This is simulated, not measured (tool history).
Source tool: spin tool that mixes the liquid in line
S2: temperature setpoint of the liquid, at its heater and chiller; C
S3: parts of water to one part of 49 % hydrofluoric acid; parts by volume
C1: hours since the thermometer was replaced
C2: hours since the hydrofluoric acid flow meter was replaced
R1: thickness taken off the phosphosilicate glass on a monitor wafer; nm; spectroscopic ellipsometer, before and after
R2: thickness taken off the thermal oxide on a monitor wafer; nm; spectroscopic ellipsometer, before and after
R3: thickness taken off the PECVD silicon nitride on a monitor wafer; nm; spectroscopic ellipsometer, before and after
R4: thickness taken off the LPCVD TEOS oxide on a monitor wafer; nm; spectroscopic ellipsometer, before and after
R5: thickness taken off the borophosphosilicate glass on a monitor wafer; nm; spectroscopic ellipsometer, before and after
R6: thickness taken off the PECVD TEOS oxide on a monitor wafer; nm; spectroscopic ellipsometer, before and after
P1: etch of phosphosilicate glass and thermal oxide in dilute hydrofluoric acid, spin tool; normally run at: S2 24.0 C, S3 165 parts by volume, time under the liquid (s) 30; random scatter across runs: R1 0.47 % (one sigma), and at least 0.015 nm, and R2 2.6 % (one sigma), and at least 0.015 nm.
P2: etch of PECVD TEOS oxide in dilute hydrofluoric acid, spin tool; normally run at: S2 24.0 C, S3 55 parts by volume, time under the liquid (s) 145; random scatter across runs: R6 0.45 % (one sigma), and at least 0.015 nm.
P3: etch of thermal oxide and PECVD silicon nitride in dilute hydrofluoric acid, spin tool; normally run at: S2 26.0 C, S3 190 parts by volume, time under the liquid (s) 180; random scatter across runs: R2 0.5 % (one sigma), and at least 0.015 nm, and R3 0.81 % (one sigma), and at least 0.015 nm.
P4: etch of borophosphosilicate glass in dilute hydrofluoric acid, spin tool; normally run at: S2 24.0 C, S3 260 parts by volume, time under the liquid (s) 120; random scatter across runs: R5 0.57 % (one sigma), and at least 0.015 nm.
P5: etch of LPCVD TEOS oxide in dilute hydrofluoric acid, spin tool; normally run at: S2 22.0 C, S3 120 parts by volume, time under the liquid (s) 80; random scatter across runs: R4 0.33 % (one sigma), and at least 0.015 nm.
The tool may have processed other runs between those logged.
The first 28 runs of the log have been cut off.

{"run": 29, "hour": 311.5, "process that ran": "P4", "S2": 24.0, "S3": 260, "time under the liquid (s)": 120, "C1": 27.3, "C2": 615.3, "R5": 20.008}
{"run": 30, "hour": 322.3, "process that ran": "P1", "S2": 24.0, "S3": 165, "time under the liquid (s)": 30, "C1": 38.1, "C2": 626.1, "R1": 20.908, "R2": 0.90807}
{"run": 31, "hour": 333.4, "process that ran": "P1", "S2": 24.0, "S3": 165, "time under the liquid (s)": 30, "C1": 49.2, "C2": 637.2, "R1": 20.494, "R2": 0.81339}
{"run": 32, "hour": 343.4, "process that ran": "P1", "S2": 24.0, "S3": 165, "time under the liquid (s)": 30, "C1": 59.2, "C2": 647.2, "R1": 20.185, "R2": 0.81501}
{"run": 33, "hour": 350.7, "process that ran": "P1", "S2": 24.0, "S3": 165, "time under the liquid (s)": 30, "C1": 66.5, "C2": 654.5, "R1": 20.011, "R2": 0.8795}
{"run": 34, "hour": 357.1, "process that ran": "P1", "S2": 24.0, "S3": 165, "time under the liquid (s)": 30, "C1": 72.9, "C2": 660.9, "R1": 19.959, "R2": 0.85845}
{"run": 35, "hour": 363.8, "process that ran": "P1", "S2": 24.0, "S3": 165, "time under the liquid (s)": 30, "C1": 79.6, "C2": 667.6, "R1": 19.798, "R2": 0.81995}
{"run": 36, "hour": 373.9, "process that ran": "P1", "S2": 24.0, "S3": 165, "time under the liquid (s)": 30, "C1": 89.7, "C2": 677.7, "R1": 19.751, "R2": 0.84249}
{"run": 37, "hour": 384.9, "process that ran": "P1", "S2": 24.0, "S3": 165, "time under the liquid (s)": 30, "C1": 100.7, "C2": 688.7, "R1": 19.771, "R2": 0.80801}
{"run": 38, "hour": 392.4, "process that ran": "P1", "S2": 24.0, "S3": 165, "time under the liquid (s)": 30, "C1": 108.2, "C2": 696.2, "R1": 19.807, "R2": 0.7588}

Run 39 comes next. What will it give?
{"run": 39, "hour": 406.2, "process that ran": "P1", "S2": 24.0, "S3": 165, "time under the liquid (s)": 30, "C1": 122.0, "C2": 710.0, "R1": "?", "R2": "?"}

For run 39 the tool returned R1 19.837 nm, R2 0.85237 nm.
